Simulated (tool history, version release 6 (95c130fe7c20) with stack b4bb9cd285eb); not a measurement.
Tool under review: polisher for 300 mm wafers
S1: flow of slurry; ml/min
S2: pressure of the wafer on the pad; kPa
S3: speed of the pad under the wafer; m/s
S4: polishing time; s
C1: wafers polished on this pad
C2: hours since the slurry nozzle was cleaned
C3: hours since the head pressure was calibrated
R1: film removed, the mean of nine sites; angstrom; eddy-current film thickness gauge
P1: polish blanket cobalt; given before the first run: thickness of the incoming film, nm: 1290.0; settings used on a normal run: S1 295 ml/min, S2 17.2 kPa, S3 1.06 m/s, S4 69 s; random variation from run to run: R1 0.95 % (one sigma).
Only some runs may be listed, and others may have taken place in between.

| run | hour | S1 | S2 | S3 | S4 | C1 | C2 | C3 | R1 |
|---|---|---|---|---|---|---|---|---|---|
| 1 | 9.4 | 295 | 17.2 | 1.06 | 69 | 319 | 456.6 | 351.5 | 5318.9 |
| 2 | 18.5 | 295 | 17.2 | 0.6 | 48 | 379 | 465.7 | 360.6 | 2165.7 |
| 3 | 23.9 | 295 | 17.2 | 1.06 | 95 | 415 | 471.1 | 366 | 7425.7 |
| 4 | 33.8 | 295 | 17.2 | 1.06 | 69 | 480 | 481 | 375.9 | 5328.5 |
| 5 | 40.8 | 175 | 17.2 | 1.06 | 69 | 526 | 488 | 382.9 | 5139.8 |
| 6 | 49.1 | 295 | 17.2 | 1.06 | 44 | 580 | 496.3 | 391.2 | 3425.4 |
| 7 | 58.1 | 435 | 17.2 | 1.06 | 69 | 640 | 505.3 | 400.2 | 5646.7 |
|  | 60 | head pressure recalibrated |
| 8 | 63.6 | 440 | 24.8 | 1.06 | 69 | 676 | 510.8 | 3.7 | 8071.3 |
| 9 | 70.6 | 295 | 17.2 | 1.4 | 69 | 722 | 517.8 | 10.7 | 7192.5 |
| 10 | 79.1 | 295 | 17.2 | 1.06 | 69 | 778 | 526.3 | 19.2 | 5402.4 |
| 11 | 87.3 | 295 | 9 | 1.06 | 69 | 832 | 534.5 | 27.4 | 2808.4 |
| 12 | 94.3 | 295 | 17.2 | 1.06 | 69 | 878 | 541.5 | 34.4 | 5421.6 |
| 13 | 100.5 | 295 | 17.2 | 0.5 | 69 | 919 | 547.7 | 40.6 | 2519.5 |
| 14 | 108.7 | 295 | 24.8 | 1.06 | 69 | 973 | 555.9 | 48.8 | 7773.5 |

Run 15 comes next. What will it give?
| 15 | 114.3 | 295 | 17.2 | 1.06 | 69 | 1009 | 561.5 | 54.4 | ? |

{"run 15": {"R1": 5385.2}}

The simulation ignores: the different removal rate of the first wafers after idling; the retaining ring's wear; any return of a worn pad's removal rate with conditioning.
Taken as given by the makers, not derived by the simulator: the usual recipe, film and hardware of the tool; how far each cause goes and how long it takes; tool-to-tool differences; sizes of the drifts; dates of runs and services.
